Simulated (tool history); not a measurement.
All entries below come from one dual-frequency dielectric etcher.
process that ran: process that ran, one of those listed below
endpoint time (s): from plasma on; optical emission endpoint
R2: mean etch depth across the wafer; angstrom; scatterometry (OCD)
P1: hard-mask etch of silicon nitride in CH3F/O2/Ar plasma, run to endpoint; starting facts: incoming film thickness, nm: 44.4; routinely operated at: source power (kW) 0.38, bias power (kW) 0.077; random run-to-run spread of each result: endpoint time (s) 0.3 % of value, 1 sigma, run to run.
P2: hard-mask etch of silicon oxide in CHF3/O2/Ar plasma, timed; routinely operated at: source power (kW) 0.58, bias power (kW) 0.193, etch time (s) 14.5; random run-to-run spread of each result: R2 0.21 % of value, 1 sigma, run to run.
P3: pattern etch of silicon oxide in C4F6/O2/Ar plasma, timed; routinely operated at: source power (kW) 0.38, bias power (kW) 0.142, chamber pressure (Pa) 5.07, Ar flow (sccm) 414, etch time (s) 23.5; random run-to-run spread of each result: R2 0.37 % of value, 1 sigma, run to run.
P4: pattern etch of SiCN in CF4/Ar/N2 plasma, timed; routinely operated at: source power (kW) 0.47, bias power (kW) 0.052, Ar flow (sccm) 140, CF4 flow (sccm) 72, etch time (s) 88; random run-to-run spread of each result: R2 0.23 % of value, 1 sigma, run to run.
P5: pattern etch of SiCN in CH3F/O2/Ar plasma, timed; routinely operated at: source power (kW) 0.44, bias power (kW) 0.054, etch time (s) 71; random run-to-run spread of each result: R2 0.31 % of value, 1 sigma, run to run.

{"run": 1, "hour": 7.4, "process that ran": "P1", "source power (kW)": 0.38, "bias power (kW)": 0.077, "endpoint time (s)": 63.351}
{"run": 2, "hour": 13.6, "process that ran": "P5", "source power (kW)": 0.61, "bias power (kW)": 0.054, "etch time (s)": 71, "R2": 285.91}
{"run": 3, "hour": 20.2, "process that ran": "P2", "source power (kW)": 0.58, "bias power (kW)": 0.193, "etch time (s)": 20.5, "R2": 420.78}
{"run": 4, "hour": 28.8, "process that ran": "P3", "source power (kW)": 0.38, "bias power (kW)": 0.142, "etch time (s)": 23.5, "chamber pressure (Pa)": 5.07, "Ar flow (sccm)": 414, "R2": 637.4}
{"run": 5, "hour": 37.2, "process that ran": "P4", "source power (kW)": 0.47, "bias power (kW)": 0.052, "etch time (s)": 53.5, "Ar flow (sccm)": 140, "CF4 flow (sccm)": 72, "R2": 408.01}
{"run": 6, "hour": 46.6, "process that ran": "P4", "source power (kW)": 0.47, "bias power (kW)": 0.052, "etch time (s)": 88, "Ar flow (sccm)": 104, "CF4 flow (sccm)": 72, "R2": 708.38}
{"run": 7, "hour": 55.0, "process that ran": "P1", "source power (kW)": 0.51, "bias power (kW)": 0.077, "endpoint time (s)": 56.168}
{"run": 8, "hour": 65.2, "process that ran": "P1", "source power (kW)": 0.38, "bias power (kW)": 0.095, "endpoint time (s)": 58.518}
{"run": 9, "hour": 73.7, "process that ran": "P4", "source power (kW)": 0.47, "bias power (kW)": 0.031, "etch time (s)": 88, "Ar flow (sccm)": 140, "CF4 flow (sccm)": 72, "R2": 570.12}
{"run": 10, "hour": 80.3, "process that ran": "P4", "source power (kW)": 0.47, "bias power (kW)": 0.052, "etch time (s)": 88, "Ar flow (sccm)": 140, "CF4 flow (sccm)": 92, "R2": 704.44}
{"run": 11, "hour": 92.3, "process that ran": "P1", "source power (kW)": 0.28, "bias power (kW)": 0.058, "endpoint time (s)": 77.814}
{"run": 12, "hour": 104.8, "process that ran": "P2", "source power (kW)": 0.58, "bias power (kW)": 0.193, "etch time (s)": 14.5, "R2": 297.51}
{"run": 13, "hour": 114.0, "process that ran": "P3", "source power (kW)": 0.24, "bias power (kW)": 0.142, "etch time (s)": 23.5, "chamber pressure (Pa)": 5.07, "Ar flow (sccm)": 414, "R2": 530.34}
{"run": 14, "hour": 123.2, "process that ran": "P5", "source power (kW)": 0.44, "bias power (kW)": 0.065, "etch time (s)": 71, "R2": 268.25}
{"run": 15, "hour": 133.5, "process that ran": "P1", "source power (kW)": 0.24, "bias power (kW)": 0.077, "endpoint time (s)": 74.671}
{"run": 16, "hour": 139.8, "process that ran": "P1", "source power (kW)": 0.38, "bias power (kW)": 0.077, "endpoint time (s)": 62.79}
{"run": 17, "hour": 150.7, "process that ran": "P1", "source power (kW)": 0.38, "bias power (kW)": 0.077, "endpoint time (s)": 62.888}
{"run": 18, "hour": 158.9, "process that ran": "P3", "source power (kW)": 0.38, "bias power (kW)": 0.089, "etch time (s)": 23.5, "chamber pressure (Pa)": 5.07, "Ar flow (sccm)": 414, "R2": 561.3}
{"run": 19, "hour": 171.4, "process that ran": "P1", "source power (kW)": 0.38, "bias power (kW)": 0.077, "endpoint time (s)": 62.804}
{"run": 20, "hour": 180.7, "process that ran": "P3", "source power (kW)": 0.38, "bias power (kW)": 0.142, "etch time (s)": 23.5, "chamber pressure (Pa)": 5.07, "Ar flow (sccm)": 329, "R2": 655.92}
{"run": 21, "hour": 186.5, "process that ran": "P2", "source power (kW)": 0.58, "bias power (kW)": 0.241, "etch time (s)": 14.5, "R2": 321.5}
{"run": 22, "hour": 197.8, "process that ran": "P3", "source power (kW)": 0.38, "bias power (kW)": 0.142, "etch time (s)": 23.5, "chamber pressure (Pa)": 6.07, "Ar flow (sccm)": 414, "R2": 624.52}
{"run": 23, "hour": 206.7, "process that ran": "P5", "source power (kW)": 0.44, "bias power (kW)": 0.054, "etch time (s)": 71, "R2": 251.65}
{"run": 24, "hour": 217.1, "process that ran": "P2", "source power (kW)": 0.77, "bias power (kW)": 0.193, "etch time (s)": 14.5, "R2": 332.47}
{"run": 25, "hour": 225.0, "process that ran": "P5", "source power (kW)": 0.44, "bias power (kW)": 0.054, "etch time (s)": 97, "R2": 343.28}
{"run": 26, "hour": 236.9, "process that ran": "P1", "source power (kW)": 0.38, "bias power (kW)": 0.077, "endpoint time (s)": 63.134}
{"run": 27, "hour": 243.4, "process that ran": "P4", "source power (kW)": 0.47, "bias power (kW)": 0.052, "etch time (s)": 88, "Ar flow (sccm)": 140, "CF4 flow (sccm)": 72, "R2": 672.27}
{"run": 28, "hour": 252.4, "process that ran": "P4", "source power (kW)": 0.47, "bias power (kW)": 0.052, "etch time (s)": 88, "Ar flow (sccm)": 140, "CF4 flow (sccm)": 72, "R2": 671.1}
{"hour": 253.6, "done": "source power generator calibrated"}
{"run": 29, "hour": 262.3, "process that ran": "P3", "source power (kW)": 0.38, "bias power (kW)": 0.142, "etch time (s)": 32, "chamber pressure (Pa)": 5.07, "Ar flow (sccm)": 414, "R2": 865.04}
{"run": 30, "hour": 274.2, "process that ran": "P4", "source power (kW)": 0.33, "bias power (kW)": 0.052, "etch time (s)": 88, "Ar flow (sccm)": 140, "CF4 flow (sccm)": 72, "R2": 493.11}
{"run": 31, "hour": 279.7, "process that ran": "P1", "source power (kW)": 0.38, "bias power (kW)": 0.059, "endpoint time (s)": 68.757}
{"run": 32, "hour": 287.3, "process that ran": "P1", "source power (kW)": 0.38, "bias power (kW)": 0.077, "endpoint time (s)": 63.007}
{"run": 33, "hour": 296.7, "process that ran": "P1", "source power (kW)": 0.38, "bias power (kW)": 0.077, "endpoint time (s)": 62.95}
{"run": 34, "hour": 303.9, "process that ran": "P1", "source power (kW)": 0.38, "bias power (kW)": 0.077, "endpoint time (s)": 63.264}
{"run": 35, "hour": 316.1, "process that ran": "P1", "source power (kW)": 0.38, "bias power (kW)": 0.077, "endpoint time (s)": 63.843}
{"run": 36, "hour": 326.0, "process that ran": "P1", "source power (kW)": 0.38, "bias power (kW)": 0.077, "endpoint time (s)": 63.966}
{"run": 37, "hour": 334.9, "process that ran": "P1", "source power (kW)": 0.38, "bias power (kW)": 0.077, "endpoint time (s)": 64.001}
{"run": 38, "hour": 345.4, "process that ran": "P1", "source power (kW)": 0.38, "bias power (kW)": 0.077, "endpoint time (s)": 64.56}
{"hour": 354.4, "done": "wet clean of the chamber"}
{"run": 39, "hour": 358.0, "process that ran": "P1", "source power (kW)": 0.38, "bias power (kW)": 0.077, "endpoint time (s)": 64.014}
{"run": 40, "hour": 366.1, "process that ran": "P1", "source power (kW)": 0.38, "bias power (kW)": 0.077, "endpoint time (s)": 63.918}
{"run": 41, "hour": 375.4, "process that ran": "P1", "source power (kW)": 0.38, "bias power (kW)": 0.077, "endpoint time (s)": 63.976}

P1 has crept away from where it was. The log is fitted equally well by each of these 2 causes, at the sizes shown:
A: bias power that arrives under what is set, % = 4.26
B: source power that arrives under what is set, % = 3.93
The drift started at roughly hour 296.7.
All other causes, with the reason each is excluded:
chamber walls in a state that lowers the etch rate, %: serviced at hour 354.4, after the change had begun; the process did not return to its earlier output

The check runs listed below each take one wafer, and their results are still question marks. Under which run would the listed causes lead to clearly different results?
{"run": "check 1", "hour": 384.7, "process that ran": "P3", "source power (kW)": 0.38, "bias power (kW)": 0.09, "etch time (s)": 23.5, "chamber pressure (Pa)": 5.07, "Ar flow (sccm)": 414, "R2": "?"}
{"run": "check 2", "hour": 384.7, "process that ran": "P2", "source power (kW)": 0.58, "bias power (kW)": 0.193, "etch time (s)": 18.5, "R2": "?"}
{"run": "check 3", "hour": 384.7, "process that ran": "P5", "source power (kW)": 0.44, "bias power (kW)": 0.054, "etch time (s)": 96.5, "R2": "?"}
{"run": "check 4", "hour": 384.7, "process that ran": "P4", "source power (kW)": 0.38, "bias power (kW)": 0.043, "etch time (s)": 88, "Ar flow (sccm)": 140, "CF4 flow (sccm)": 72, "R2": "?"}

Check results expected under each cause:
check=check_1 result=R2 if_A=553.2 if_B=550.56
check=check_2 result=R2 if_A=374.35 if_B=374.19
check=check_3 result=R2 if_A=338 if_B=337.59
check=check_4 result=R2 if_A=515.4 if_B=504.62
Minimum pairwise separation of causes per check, each pair taken at its best-separating result: check 1 0.48 %; check 2 0.04 %; check 3 0.12 %; check 4 2.11 %
Check 4 distinguishes between the causes, while the remaining checks would return nearly the same result for all of them.

With check 4 done, the readings were: R2 515.83 angstrom. Identify which of the listed causes applies.

The correct cause is A, namely: bias power that arrives under what is set, %.
